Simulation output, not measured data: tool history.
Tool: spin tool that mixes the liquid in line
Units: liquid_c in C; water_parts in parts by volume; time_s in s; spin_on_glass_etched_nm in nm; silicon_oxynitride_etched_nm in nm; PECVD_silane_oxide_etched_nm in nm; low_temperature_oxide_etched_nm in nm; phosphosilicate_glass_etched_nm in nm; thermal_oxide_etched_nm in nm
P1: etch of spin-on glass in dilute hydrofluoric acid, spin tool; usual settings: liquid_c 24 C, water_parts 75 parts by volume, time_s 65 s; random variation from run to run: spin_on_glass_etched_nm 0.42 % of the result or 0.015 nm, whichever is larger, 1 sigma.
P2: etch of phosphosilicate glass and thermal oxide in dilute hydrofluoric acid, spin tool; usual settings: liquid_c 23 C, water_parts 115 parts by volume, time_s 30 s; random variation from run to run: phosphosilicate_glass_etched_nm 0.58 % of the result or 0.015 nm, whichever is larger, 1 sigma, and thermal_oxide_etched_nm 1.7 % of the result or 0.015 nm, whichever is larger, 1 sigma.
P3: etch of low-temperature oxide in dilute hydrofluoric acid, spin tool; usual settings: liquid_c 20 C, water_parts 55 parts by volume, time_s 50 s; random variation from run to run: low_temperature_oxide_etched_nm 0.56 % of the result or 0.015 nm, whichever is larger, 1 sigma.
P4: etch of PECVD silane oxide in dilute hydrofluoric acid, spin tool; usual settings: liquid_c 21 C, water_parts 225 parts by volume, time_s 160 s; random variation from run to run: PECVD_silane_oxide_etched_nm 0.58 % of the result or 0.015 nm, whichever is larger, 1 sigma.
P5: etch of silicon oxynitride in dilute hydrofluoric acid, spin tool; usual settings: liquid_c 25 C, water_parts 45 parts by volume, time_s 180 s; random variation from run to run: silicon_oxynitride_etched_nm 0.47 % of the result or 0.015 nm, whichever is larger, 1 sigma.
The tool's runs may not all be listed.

run,hour,process,liquid_c,water_parts,time_s,hours since the thermometer was replaced,hours since the hydrofluoric acid flow meter was replaced,spin_on_glass_etched_nm,silicon_oxynitride_etched_nm,PECVD_silane_oxide_etched_nm,low_temperature_oxide_etched_nm,phosphosilicate_glass_etched_nm,thermal_oxide_etched_nm
1,3.6,P1,24,75,65,1633.6,1114.3,37.887,,,,,
2,7.8,P5,25,60,180,1637.8,1118.5,,5.5235,,,,
3,11.1,P4,21,225,160,1641.1,1121.8,,,18.149,,,
4,14.6,P3,20,55,15,1644.6,1125.3,,,,7.6102,,
5,20.7,P1,24,30,65,1650.7,1131.4,101.16,,,,,
6,24.9,P1,24,75,65,1654.9,1135.6,38.075,,,,,
7,28.7,P5,25,45,180,1658.7,1139.4,,7.3678,,,,
8,32.8,P1,24,75,20,1662.8,1143.5,11.775,,,,,
9,40,P2,23,115,50,1670,1150.7,,,,,41.291,2.0708
# hour 41.8: thermometer replaced
10,45.3,P5,25,45,180,3.5,1156,,7.4101,,,,
11,48.9,P4,26.5,225,160,7.1,1159.6,,,22.051,,,
12,53,P2,23,115,30,11.2,1163.7,,,,,25.339,1.2419
13,59.7,P4,21,225,25,17.9,1170.4,,,2.8105,,,
14,65.5,P1,17,75,65,23.7,1176.2,28.552,,,,,
15,68.9,P4,21,95,160,27.1,1179.6,,,49.144,,,
16,72.8,P4,21,225,160,31,1183.5,,,18.02,,,
17,76.8,P3,25.5,55,50,35,1187.5,,,,31.644,,
18,83.5,P1,24,75,65,41.7,1194.2,38.407,,,,,
19,86.7,P2,23,30,30,44.9,1197.4,,,,,107.85,5.4755
20,92.4,P3,20,80,50,50.6,1203.1,,,,16.833,,
21,95.8,P2,17,115,30,54,1206.5,,,,,19.408,0.98317
22,102.1,P1,29.5,75,65,60.3,1212.8,47.494,,,,,
23,107.6,P5,25,45,310,65.8,1218.3,,12.786,,,,
24,114.6,P3,20,55,50,72.8,1225.3,,,,25.428,,
25,119,P1,24,130,15,77.2,1229.7,4.7855,,,,,
26,124.1,P1,24,75,65,82.3,1234.8,38.585,,,,,
27,129.9,P2,23,115,30,88.1,1240.6,,,,,25.27,1.2177
28,134.9,P1,24,75,65,93.1,1245.6,38.241,,,,,
29,138.8,P1,24,115,65,97,1249.5,23.745,,,,,
30,144,P3,20,55,50,102.2,1254.7,,,,25.346,,
31,147.9,P1,24,75,65,106.1,1258.6,37.951,,,,,
32,153,P1,24,75,110,111.2,1263.7,64.434,,,,,
33,159.2,P5,17,45,180,117.4,1269.9,,4.9204,,,,
34,165.4,P1,24,75,65,123.6,1276.1,38.47,,,,,
35,172.7,P1,24,75,65,130.9,1283.4,39.58,,,,,
36,177.5,P1,24,75,65,135.7,1288.2,40.154,,,,,
37,184.4,P1,24,75,65,142.6,1295.1,40.749,,,,,
38,191.2,P1,24,75,65,149.4,1301.9,41.119,,,,,
39,195.7,P1,24,75,65,153.9,1306.4,41.371,,,,,
40,202.6,P1,24,75,65,160.8,1313.3,41.929,,,,,
41,205.8,P1,24,75,65,164,1316.5,41.886,,,,,
42,210.7,P1,24,75,65,168.9,1321.4,41.453,,,,,
43,217.9,P1,24,75,65,176.1,1328.6,41.623,,,,,
44,222.8,P1,24,75,65,181,1333.5,41.536,,,,,

What P1 gives has crept away from where it was. These 2 causes fit the log equally well, each at the size given:
A: hydrofluoric acid flow above the setpoint (%) = 8.56
B: liquid hotter than its thermometer reads (K) = 2.25
The creep began at about hour 165.4.

4 check runs are offered, each on 2 wafers whose results are averaged, their results left as question marks. Which one tells the causes apart?
check 1,227.7,P5,17,45,180,,,,?,,,,
check 2,227.7,P4,21,115,30,,,,,?,,,
check 3,227.7,P2,17,115,45,,,,,,,?,?
check 4,227.7,P3,20,80,50,,,,,,?,,

What each check would give under each cause:
check,result,if A,if B
check 1,silicon_oxynitride_etched_nm,5.4026,5.5726
check 2,PECVD_silane_oxide_etched_nm,8.1588,8.1374
check 3,phosphosilicate_glass_etched_nm,32.42,32.475
check 3,thermal_oxide_etched_nm,1.6156,1.6183
check 4,low_temperature_oxide_etched_nm,18.508,18.569
How far apart the two closest causes lie, in the result that separates them most: check 1 3.1 %; check 2 0.26 %; check 3 0.17 %; check 4 0.33 %
Only check 1 tells the causes apart: in the others they would give nearly the same result.

Check 1 was then run and gave: silicon_oxynitride_etched_nm 5.3996 nm. Which cause is it?

It is A: hydrofluoric acid flow above the setpoint (%).
